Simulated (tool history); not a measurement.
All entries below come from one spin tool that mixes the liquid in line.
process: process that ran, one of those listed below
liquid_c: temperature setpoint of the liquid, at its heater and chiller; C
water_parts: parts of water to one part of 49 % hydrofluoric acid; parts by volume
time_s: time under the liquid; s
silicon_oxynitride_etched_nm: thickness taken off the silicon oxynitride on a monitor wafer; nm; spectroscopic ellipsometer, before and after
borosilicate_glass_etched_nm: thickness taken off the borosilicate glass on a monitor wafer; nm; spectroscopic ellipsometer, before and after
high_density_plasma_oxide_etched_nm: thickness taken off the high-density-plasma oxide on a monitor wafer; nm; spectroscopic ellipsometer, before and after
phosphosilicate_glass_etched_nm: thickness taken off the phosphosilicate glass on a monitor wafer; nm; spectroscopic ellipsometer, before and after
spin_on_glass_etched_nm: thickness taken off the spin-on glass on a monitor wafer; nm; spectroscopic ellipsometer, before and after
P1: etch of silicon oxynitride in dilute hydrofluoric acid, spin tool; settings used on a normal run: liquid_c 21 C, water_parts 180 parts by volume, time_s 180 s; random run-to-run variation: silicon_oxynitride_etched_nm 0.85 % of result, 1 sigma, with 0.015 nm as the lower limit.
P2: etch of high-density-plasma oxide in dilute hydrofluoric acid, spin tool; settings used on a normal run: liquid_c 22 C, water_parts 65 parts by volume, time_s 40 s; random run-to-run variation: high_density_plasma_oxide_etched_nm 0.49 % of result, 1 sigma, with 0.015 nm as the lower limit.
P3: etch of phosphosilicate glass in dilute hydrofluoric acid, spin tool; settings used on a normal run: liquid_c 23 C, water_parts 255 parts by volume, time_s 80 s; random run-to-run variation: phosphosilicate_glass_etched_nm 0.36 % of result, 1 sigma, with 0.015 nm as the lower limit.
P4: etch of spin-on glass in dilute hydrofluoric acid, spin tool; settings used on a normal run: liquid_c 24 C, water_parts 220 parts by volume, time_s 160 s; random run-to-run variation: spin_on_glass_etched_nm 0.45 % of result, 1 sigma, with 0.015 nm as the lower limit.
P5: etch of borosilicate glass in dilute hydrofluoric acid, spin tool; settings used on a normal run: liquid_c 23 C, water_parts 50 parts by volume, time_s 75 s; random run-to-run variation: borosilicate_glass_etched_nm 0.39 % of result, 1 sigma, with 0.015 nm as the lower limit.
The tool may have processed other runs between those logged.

run,day,process,liquid_c,water_parts,time_s,hours since the thermometer was replaced,hours since the hydrofluoric acid flow meter was replaced,silicon_oxynitride_etched_nm,borosilicate_glass_etched_nm,high_density_plasma_oxide_etched_nm,phosphosilicate_glass_etched_nm,spin_on_glass_etched_nm
1,0.408,P1,21,180,180,1175.6,601.1,2.8987,,,,
2,0.696,P5,23,50,125,1182.5,608,,89.008,,,
3,1.025,P2,27.5,65,40,1190.4,615.9,,,5.0162,,
4,1.329,P2,22,65,40,1197.7,623.2,,,4.0991,,
5,1.667,P1,21,180,180,1205.8,631.3,2.8929,,,,
6,1.933,P1,21,180,330,1212.2,637.7,5.2448,,,,
7,2.325,P3,23,255,20,1221.6,647.1,,,,3.7945,
8,2.592,P3,23,255,80,1228,653.5,,,,15.191,
9,2.996,P1,21,320,180,1237.7,663.2,1.5285,,,,
10,3.338,P5,23,50,75,1245.9,671.4,,53.647,,,
11,3.575,P1,21,180,180,1251.6,677.1,2.8878,,,,
12,3.808,P3,17.5,255,80,1257.2,682.7,,,,12.309,
13,4.1,P1,21,180,180,1264.2,689.7,2.8273,,,,
14,4.467,P1,21,180,180,1273,698.5,2.9078,,,,
15,4.733,P4,24,220,65,1279.4,704.9,,,,,17.655
16,5.158,P1,21,180,180,1289.6,715.1,2.8848,,,,
17,5.554,P1,21,115,180,1299.1,724.6,4.7138,,,,
18,5.821,P1,17,180,180,1305.5,731,2.4066,,,,
19,6.05,P5,23,75,75,1311,736.5,,34.659,,,
20,6.458,P1,21,85,35,1320.8,746.3,1.2399,,,,
21,6.875,P4,24,220,160,1330.8,756.3,,,,,43.584
22,7.121,P3,23,75,80,1336.7,762.2,,,,62.778,
23,7.508,P1,21,180,45,1346,771.5,0.72938,,,,
24,7.746,P4,18.5,220,160,1351.7,777.2,,,,,35.494
25,8.15,P5,28.5,50,75,1361.4,786.9,,66.752,,,
26,8.417,P2,22,65,15,1367.8,793.3,,,1.5429,,
27,8.817,P2,22,30,40,1377.4,802.9,,,9.2174,,
28,9.1,P4,24,45,160,1384.2,809.7,,,,,261.55
29,9.558,P1,28,180,180,1395.2,820.7,3.9891,,,,
30,9.792,P1,21,180,180,1400.8,826.3,2.8897,,,,
31,10.175,P1,21,180,180,1410,835.5,2.7812,,,,
32,10.458,P1,21,180,180,1416.8,842.3,2.7731,,,,
33,10.883,P1,21,180,180,1427,852.5,2.6626,,,,
34,11.338,P1,21,180,180,1437.9,863.4,2.6177,,,,
35,11.617,P1,21,180,180,1444.6,870.1,2.6651,,,,
36,11.917,P1,21,180,180,1451.8,877.3,2.6314,,,,
37,12.371,P1,21,180,180,1462.7,888.2,2.636,,,,

Something has made what P1 gives creep away from where it was; the 2 causes below, each at its own stated size, fit the log equally well:
A: hydrofluoric acid flow below the setpoint (%) = 8.11
B: liquid colder than its thermometer reads (K) = 2.04
The gradual shift began around day 9.792.

The check runs listed below each take one wafer, and their results are still question marks. Under which run would the listed causes lead to clearly different results?
check 1,12.825,P4,19.5,45,160,,,,,,,?
check 2,12.825,P5,28,50,75,,,,?,,,
check 3,12.825,P2,22,45,25,,,,,?,,
check 4,12.825,P3,23,255,45,,,,,,?,

What every check run would give for each of its results, assuming each possible cause in turn:
check,result,if A,if B
check 1,spin_on_glass_etched_nm,198.75,199
check 2,borosilicate_glass_etched_nm,59.919,60.459
check 3,high_density_plasma_oxide_etched_nm,3.4531,3.4645
check 4,phosphosilicate_glass_etched_nm,7.6596,7.9098
Distance between the nearest two causes, measured in the result of the check that separates them most: check 1 0.13 %; check 2 0.9 %; check 3 0.33 %; check 4 3.21 %
The causes can be told apart only by check 4. The other checks would give nearly the same results under each of them.

Check 4 has now been run. It gave: phosphosilicate_glass_etched_nm 7.8748 nm. Which of the candidate causes is it?

Of the candidate causes, it is B: liquid colder than its thermometer reads (K).
